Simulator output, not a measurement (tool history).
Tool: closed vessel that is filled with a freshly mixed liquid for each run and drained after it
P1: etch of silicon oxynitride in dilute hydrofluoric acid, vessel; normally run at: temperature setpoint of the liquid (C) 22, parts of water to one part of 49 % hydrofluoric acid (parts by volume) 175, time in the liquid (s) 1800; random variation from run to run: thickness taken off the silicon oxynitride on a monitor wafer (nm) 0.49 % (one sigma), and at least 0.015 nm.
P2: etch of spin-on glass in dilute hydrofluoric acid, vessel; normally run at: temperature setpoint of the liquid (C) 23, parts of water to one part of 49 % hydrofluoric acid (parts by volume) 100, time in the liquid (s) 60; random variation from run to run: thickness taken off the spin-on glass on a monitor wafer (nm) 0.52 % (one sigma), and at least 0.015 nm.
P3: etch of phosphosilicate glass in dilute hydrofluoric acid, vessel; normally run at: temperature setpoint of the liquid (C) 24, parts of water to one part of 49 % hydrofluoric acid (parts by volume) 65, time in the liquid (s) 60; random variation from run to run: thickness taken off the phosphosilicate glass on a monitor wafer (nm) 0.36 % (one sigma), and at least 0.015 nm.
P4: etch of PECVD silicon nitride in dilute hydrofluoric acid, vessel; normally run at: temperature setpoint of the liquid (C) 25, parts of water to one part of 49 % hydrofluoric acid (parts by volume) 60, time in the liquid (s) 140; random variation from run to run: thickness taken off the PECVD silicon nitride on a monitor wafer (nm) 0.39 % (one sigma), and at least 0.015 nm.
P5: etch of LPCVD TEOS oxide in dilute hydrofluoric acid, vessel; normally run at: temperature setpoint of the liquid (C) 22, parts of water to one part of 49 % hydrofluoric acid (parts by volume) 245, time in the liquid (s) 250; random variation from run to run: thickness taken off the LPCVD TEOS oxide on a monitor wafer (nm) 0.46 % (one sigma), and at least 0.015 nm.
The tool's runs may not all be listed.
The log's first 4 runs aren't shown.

run	day	process that ran	temperature setpoint of the liquid (C)	parts of water to one part of 49 % hydrofluoric acid (parts by volume)	time in the liquid (s)	thickness taken off the silicon oxynitride on a monitor wafer (nm)	thickness taken off the spin-on glass on a monitor wafer (nm)	thickness taken off the phosphosilicate glass on a monitor wafer (nm)	thickness taken off the LPCVD TEOS oxide on a monitor wafer (nm)	thickness taken off the PECVD silicon nitride on a monitor wafer (nm)
5	0.725	P1	22	175	3430	25.636				
6	0.888	P3	24	65	60			56.427		
7	1.05	P2	23	100	60		25.667			
8	1.221	P1	17	175	1800	10.538				
9	1.354	P5	22	245	250				36.093	
10	1.521	P1	22	175	1800	13.393				
11	1.662	P1	22	175	1800	13.346				
12	1.762	P1	22	175	1800	13.417				
13	1.912	P5	22	245	410				58.941	
14	2.1	P4	25	60	35					1.9886
15	2.258	P2	23	165	60		14.355			
16	2.379	P4	25	20	140					23.148
17	2.554	P3	24	65	60			56.711		
18	2.712	P5	22	55	250				196.97	
19	2.867	P4	25	60	140					7.9

The next listed run, before its measurement:
20	3.021	P2	27	100	60		?			

Run 20 gave thickness taken off the spin-on glass on a monitor wafer (nm) 30.038.
